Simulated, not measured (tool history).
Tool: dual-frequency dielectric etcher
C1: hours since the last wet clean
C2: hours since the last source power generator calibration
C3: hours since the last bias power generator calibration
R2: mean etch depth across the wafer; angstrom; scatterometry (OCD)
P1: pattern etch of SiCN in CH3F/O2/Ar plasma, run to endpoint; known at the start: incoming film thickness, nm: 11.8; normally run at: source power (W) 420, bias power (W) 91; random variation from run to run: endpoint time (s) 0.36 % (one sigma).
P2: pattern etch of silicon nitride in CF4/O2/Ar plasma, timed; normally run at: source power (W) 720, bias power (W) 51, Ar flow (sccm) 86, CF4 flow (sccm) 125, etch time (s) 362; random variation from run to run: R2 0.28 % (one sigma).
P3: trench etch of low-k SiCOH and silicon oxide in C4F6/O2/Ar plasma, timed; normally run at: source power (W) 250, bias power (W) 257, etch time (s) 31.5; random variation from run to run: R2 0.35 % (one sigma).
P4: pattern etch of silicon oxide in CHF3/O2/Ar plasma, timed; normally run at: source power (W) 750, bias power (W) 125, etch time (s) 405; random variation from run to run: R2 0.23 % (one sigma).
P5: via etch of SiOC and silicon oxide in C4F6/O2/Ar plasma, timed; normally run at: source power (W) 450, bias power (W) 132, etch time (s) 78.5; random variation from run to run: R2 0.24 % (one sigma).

{"run": 1, "hour": 5.1, "process that ran": "P1", "source power (W)": 420, "bias power (W)": 91, "C1": 136, "C2": 1069.7, "C3": 833.9, "endpoint time (s)": 28.426}
{"run": 2, "hour": 7.5, "process that ran": "P4", "source power (W)": 980, "bias power (W)": 125, "etch time (s)": 405, "C1": 138.4, "C2": 1072.1, "C3": 836.3, "R2": 8740.7}
{"run": 3, "hour": 11.0, "process that ran": "P4", "source power (W)": 750, "bias power (W)": 125, "etch time (s)": 405, "C1": 141.9, "C2": 1075.6, "C3": 839.8, "R2": 7882.7}
{"run": 4, "hour": 15.4, "process that ran": "P4", "source power (W)": 750, "bias power (W)": 125, "etch time (s)": 573.5, "C1": 146.3, "C2": 1080, "C3": 844.2, "R2": 11203}
{"run": 5, "hour": 18.5, "process that ran": "P5", "source power (W)": 450, "bias power (W)": 132, "etch time (s)": 78.5, "C1": 149.4, "C2": 1083.1, "C3": 847.3, "R2": 908.72}
{"run": 6, "hour": 21.2, "process that ran": "P3", "source power (W)": 250, "bias power (W)": 257, "etch time (s)": 41, "C1": 152.1, "C2": 1085.8, "C3": 850, "R2": 1217.8}
{"run": 7, "hour": 26.0, "process that ran": "P2", "source power (W)": 720, "bias power (W)": 51, "etch time (s)": 362, "Ar flow (sccm)": 86, "CF4 flow (sccm)": 125, "C1": 156.9, "C2": 1090.6, "C3": 854.8, "R2": 9669.4}
{"run": 8, "hour": 30.1, "process that ran": "P1", "source power (W)": 420, "bias power (W)": 91, "C1": 161, "C2": 1094.7, "C3": 858.9, "endpoint time (s)": 28.433}
{"run": 9, "hour": 33.5, "process that ran": "P1", "source power (W)": 270, "bias power (W)": 91, "C1": 164.4, "C2": 1098.1, "C3": 862.3, "endpoint time (s)": 33.517}
{"run": 10, "hour": 36.5, "process that ran": "P3", "source power (W)": 250, "bias power (W)": 257, "etch time (s)": 31.5, "C1": 167.4, "C2": 1101.1, "C3": 865.3, "R2": 939.6}
{"run": 11, "hour": 39.7, "process that ran": "P1", "source power (W)": 560, "bias power (W)": 111, "C1": 170.6, "C2": 1104.3, "C3": 868.5, "endpoint time (s)": 23.834}
{"run": 12, "hour": 42.3, "process that ran": "P5", "source power (W)": 450, "bias power (W)": 132, "etch time (s)": 104, "C1": 173.2, "C2": 1106.9, "C3": 871.1, "R2": 1206}
{"run": 13, "hour": 46.1, "process that ran": "P1", "source power (W)": 350, "bias power (W)": 126, "C1": 177, "C2": 1110.7, "C3": 874.9, "endpoint time (s)": 26.949}
{"run": 14, "hour": 49.4, "process that ran": "P3", "source power (W)": 250, "bias power (W)": 354, "etch time (s)": 31.5, "C1": 180.3, "C2": 1114, "C3": 878.2, "R2": 1043.4}
{"run": 15, "hour": 53.3, "process that ran": "P2", "source power (W)": 1020, "bias power (W)": 51, "etch time (s)": 362, "Ar flow (sccm)": 86, "CF4 flow (sccm)": 125, "C1": 184.2, "C2": 1117.9, "C3": 882.1, "R2": 13046}
{"run": 16, "hour": 57.1, "process that ran": "P3", "source power (W)": 200, "bias power (W)": 257, "etch time (s)": 31.5, "C1": 188, "C2": 1121.7, "C3": 885.9, "R2": 861.31}
{"run": 17, "hour": 59.8, "process that ran": "P1", "source power (W)": 420, "bias power (W)": 117, "C1": 190.7, "C2": 1124.4, "C3": 888.6, "endpoint time (s)": 25.968}
{"run": 18, "hour": 62.6, "process that ran": "P2", "source power (W)": 720, "bias power (W)": 51, "etch time (s)": 362, "Ar flow (sccm)": 116, "CF4 flow (sccm)": 125, "C1": 193.5, "C2": 1127.2, "C3": 891.4, "R2": 9307.5}
{"run": 19, "hour": 66.0, "process that ran": "P2", "source power (W)": 720, "bias power (W)": 51, "etch time (s)": 362, "Ar flow (sccm)": 86, "CF4 flow (sccm)": 87, "C1": 196.9, "C2": 1130.6, "C3": 894.8, "R2": 9226.9}
{"run": 20, "hour": 70.9, "process that ran": "P1", "source power (W)": 580, "bias power (W)": 91, "C1": 201.8, "C2": 1135.5, "C3": 899.7, "endpoint time (s)": 25.266}
{"run": 21, "hour": 74.3, "process that ran": "P1", "source power (W)": 420, "bias power (W)": 54, "C1": 205.2, "C2": 1138.9, "C3": 903.1, "endpoint time (s)": 34.282}
{"run": 22, "hour": 78.5, "process that ran": "P5", "source power (W)": 450, "bias power (W)": 90, "etch time (s)": 78.5, "C1": 209.4, "C2": 1143.1, "C3": 907.3, "R2": 818.92}
{"run": 23, "hour": 81.5, "process that ran": "P1", "source power (W)": 420, "bias power (W)": 91, "C1": 212.4, "C2": 1146.1, "C3": 910.3, "endpoint time (s)": 28.496}
{"run": 24, "hour": 85.5, "process that ran": "P2", "source power (W)": 720, "bias power (W)": 51, "etch time (s)": 282, "Ar flow (sccm)": 86, "CF4 flow (sccm)": 125, "C1": 216.4, "C2": 1150.1, "C3": 914.3, "R2": 7511.3}
{"run": 25, "hour": 88.7, "process that ran": "P1", "source power (W)": 420, "bias power (W)": 91, "C1": 219.6, "C2": 1153.3, "C3": 917.5, "endpoint time (s)": 28.56}

Run 26 comes next. What will it give?
{"run": 26, "hour": 93.1, "process that ran": "P4", "source power (W)": 750, "bias power (W)": 102, "etch time (s)": 405, "C1": 224, "C2": 1157.7, "C3": 921.9, "R2": "?"}

R2: 7453 angstrom
